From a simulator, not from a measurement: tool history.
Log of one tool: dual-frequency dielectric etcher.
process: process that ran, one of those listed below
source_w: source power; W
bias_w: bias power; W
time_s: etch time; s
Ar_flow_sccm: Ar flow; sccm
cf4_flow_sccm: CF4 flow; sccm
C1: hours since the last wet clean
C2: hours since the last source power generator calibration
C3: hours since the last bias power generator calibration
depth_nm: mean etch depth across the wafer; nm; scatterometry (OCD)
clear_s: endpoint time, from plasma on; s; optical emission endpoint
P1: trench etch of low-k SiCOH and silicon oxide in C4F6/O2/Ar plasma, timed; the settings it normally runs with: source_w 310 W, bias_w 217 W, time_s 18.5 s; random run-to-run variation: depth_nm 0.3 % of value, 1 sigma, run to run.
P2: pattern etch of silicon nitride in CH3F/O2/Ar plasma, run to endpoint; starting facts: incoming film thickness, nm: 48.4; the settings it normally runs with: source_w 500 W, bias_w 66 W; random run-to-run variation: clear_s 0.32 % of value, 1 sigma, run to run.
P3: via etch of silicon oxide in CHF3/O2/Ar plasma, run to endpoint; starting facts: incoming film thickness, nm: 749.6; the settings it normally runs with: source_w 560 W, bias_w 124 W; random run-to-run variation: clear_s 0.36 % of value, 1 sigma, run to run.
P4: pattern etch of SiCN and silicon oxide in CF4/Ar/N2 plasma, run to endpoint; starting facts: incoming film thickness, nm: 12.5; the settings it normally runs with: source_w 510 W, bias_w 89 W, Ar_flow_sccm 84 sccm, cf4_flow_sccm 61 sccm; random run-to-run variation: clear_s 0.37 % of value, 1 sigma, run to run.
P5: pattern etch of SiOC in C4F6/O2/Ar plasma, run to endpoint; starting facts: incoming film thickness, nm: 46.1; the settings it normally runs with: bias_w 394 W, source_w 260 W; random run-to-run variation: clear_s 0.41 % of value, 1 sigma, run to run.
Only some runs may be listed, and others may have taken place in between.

{"run": 1, "hour": 4.6, "process": "P1", "source_w": 310, "bias_w": 217, "time_s": 18.5, "C1": 306.6, "C2": 641.9, "C3": 2223.7, "depth_nm": 54.886}
{"run": 2, "hour": 6.8, "process": "P3", "source_w": 710, "bias_w": 124, "C1": 308.8, "C2": 644.1, "C3": 2225.9, "clear_s": 394.87}
{"run": 3, "hour": 11.1, "process": "P5", "source_w": 210, "bias_w": 394, "C1": 313.1, "C2": 648.4, "C3": 2230.2, "clear_s": 21.125}
{"run": 4, "hour": 14.1, "process": "P3", "source_w": 560, "bias_w": 124, "C1": 316.1, "C2": 651.4, "C3": 2233.2, "clear_s": 434.56}
{"run": 5, "hour": 18.7, "process": "P1", "source_w": 310, "bias_w": 217, "time_s": 27, "C1": 320.7, "C2": 656, "C3": 2237.8, "depth_nm": 79.738}
{"run": 6, "hour": 23.7, "process": "P4", "source_w": 510, "bias_w": 89, "Ar_flow_sccm": 84, "cf4_flow_sccm": 61, "C1": 325.7, "C2": 661, "C3": 2242.8, "clear_s": 11.893}
{"run": 7, "hour": 27.1, "process": "P1", "source_w": 310, "bias_w": 217, "time_s": 18.5, "C1": 329.1, "C2": 664.4, "C3": 2246.2, "depth_nm": 54.949}
{"run": 8, "hour": 30.2, "process": "P1", "source_w": 310, "bias_w": 133, "time_s": 18.5, "C1": 332.2, "C2": 667.5, "C3": 2249.3, "depth_nm": 47.108}
{"run": 9, "hour": 33.2, "process": "P4", "source_w": 510, "bias_w": 126, "Ar_flow_sccm": 84, "cf4_flow_sccm": 61, "C1": 335.2, "C2": 670.5, "C3": 2252.3, "clear_s": 10.506}
{"run": 10, "hour": 36.7, "process": "P1", "source_w": 310, "bias_w": 263, "time_s": 18.5, "C1": 338.7, "C2": 674, "C3": 2255.8, "depth_nm": 58.298}
{"run": 11, "hour": 41.5, "process": "P1", "source_w": 310, "bias_w": 217, "time_s": 18.5, "C1": 343.5, "C2": 678.8, "C3": 2260.6, "depth_nm": 54.823}
{"run": 12, "hour": 46.4, "process": "P5", "source_w": 260, "bias_w": 394, "C1": 348.4, "C2": 683.7, "C3": 2265.5, "clear_s": 19.686}
{"run": 13, "hour": 51.0, "process": "P3", "source_w": 560, "bias_w": 78, "C1": 353, "C2": 688.3, "C3": 2270.1, "clear_s": 498.05}
{"run": 14, "hour": 53.7, "process": "P1", "source_w": 440, "bias_w": 217, "time_s": 18.5, "C1": 355.7, "C2": 691, "C3": 2272.8, "depth_nm": 62.587}
{"run": 15, "hour": 58.2, "process": "P4", "source_w": 380, "bias_w": 89, "Ar_flow_sccm": 84, "cf4_flow_sccm": 61, "C1": 360.2, "C2": 695.5, "C3": 2277.3, "clear_s": 15.319}
{"run": 16, "hour": 62.2, "process": "P1", "source_w": 310, "bias_w": 217, "time_s": 11, "C1": 364.2, "C2": 699.5, "C3": 2281.3, "depth_nm": 32.554}
{"run": 17, "hour": 64.7, "process": "P1", "source_w": 230, "bias_w": 217, "time_s": 18.5, "C1": 366.7, "C2": 702, "C3": 2283.8, "depth_nm": 48.843}
{"run": 18, "hour": 68.0, "process": "P1", "source_w": 200, "bias_w": 217, "time_s": 12, "C1": 370, "C2": 705.3, "C3": 2287.1, "depth_nm": 30.062}
{"run": 19, "hour": 71.9, "process": "P2", "source_w": 350, "bias_w": 66, "C1": 373.9, "C2": 709.2, "C3": 2291, "clear_s": 74.622}
{"run": 20, "hour": 75.7, "process": "P1", "source_w": 310, "bias_w": 217, "time_s": 18.5, "C1": 377.7, "C2": 713, "C3": 2294.8, "depth_nm": 54.62}
{"run": 21, "hour": 80.7, "process": "P4", "source_w": 510, "bias_w": 89, "Ar_flow_sccm": 51, "cf4_flow_sccm": 61, "C1": 382.7, "C2": 718, "C3": 2299.8, "clear_s": 11.11}
{"run": 22, "hour": 83.9, "process": "P1", "source_w": 310, "bias_w": 300, "time_s": 23, "C1": 385.9, "C2": 721.2, "C3": 2303, "depth_nm": 75.858}
{"run": 23, "hour": 89.0, "process": "P2", "source_w": 500, "bias_w": 82, "C1": 391, "C2": 726.3, "C3": 2308.1, "clear_s": 60.843}
{"run": 24, "hour": 91.5, "process": "P1", "source_w": 310, "bias_w": 217, "time_s": 18.5, "C1": 393.5, "C2": 728.8, "C3": 2310.6, "depth_nm": 54.597}
{"run": 25, "hour": 95.8, "process": "P1", "source_w": 310, "bias_w": 217, "time_s": 18.5, "C1": 397.8, "C2": 733.1, "C3": 2314.9, "depth_nm": 55.014}
{"run": 26, "hour": 98.4, "process": "P2", "source_w": 500, "bias_w": 66, "C1": 400.4, "C2": 735.7, "C3": 2317.5, "clear_s": 65.209}
{"run": 27, "hour": 102.1, "process": "P5", "source_w": 260, "bias_w": 394, "C1": 404.1, "C2": 739.4, "C3": 2321.2, "clear_s": 19.659}
{"run": 28, "hour": 105.3, "process": "P4", "source_w": 510, "bias_w": 89, "Ar_flow_sccm": 84, "cf4_flow_sccm": 61, "C1": 407.3, "C2": 742.6, "C3": 2324.4, "clear_s": 11.815}
{"run": 29, "hour": 109.5, "process": "P4", "source_w": 510, "bias_w": 89, "Ar_flow_sccm": 84, "cf4_flow_sccm": 83, "C1": 411.5, "C2": 746.8, "C3": 2328.6, "clear_s": 11.395}
{"run": 30, "hour": 114.2, "process": "P5", "source_w": 260, "bias_w": 302, "C1": 416.2, "C2": 751.5, "C3": 2333.3, "clear_s": 21.554}

For run 31, what comes out?
{"run": 31, "hour": 117.0, "process": "P1", "source_w": 310, "bias_w": 217, "time_s": 18.5, "C1": 419, "C2": 754.3, "C3": 2336.1, "depth_nm": "?"}

Run 31 yielded depth_nm 54.781 nm.
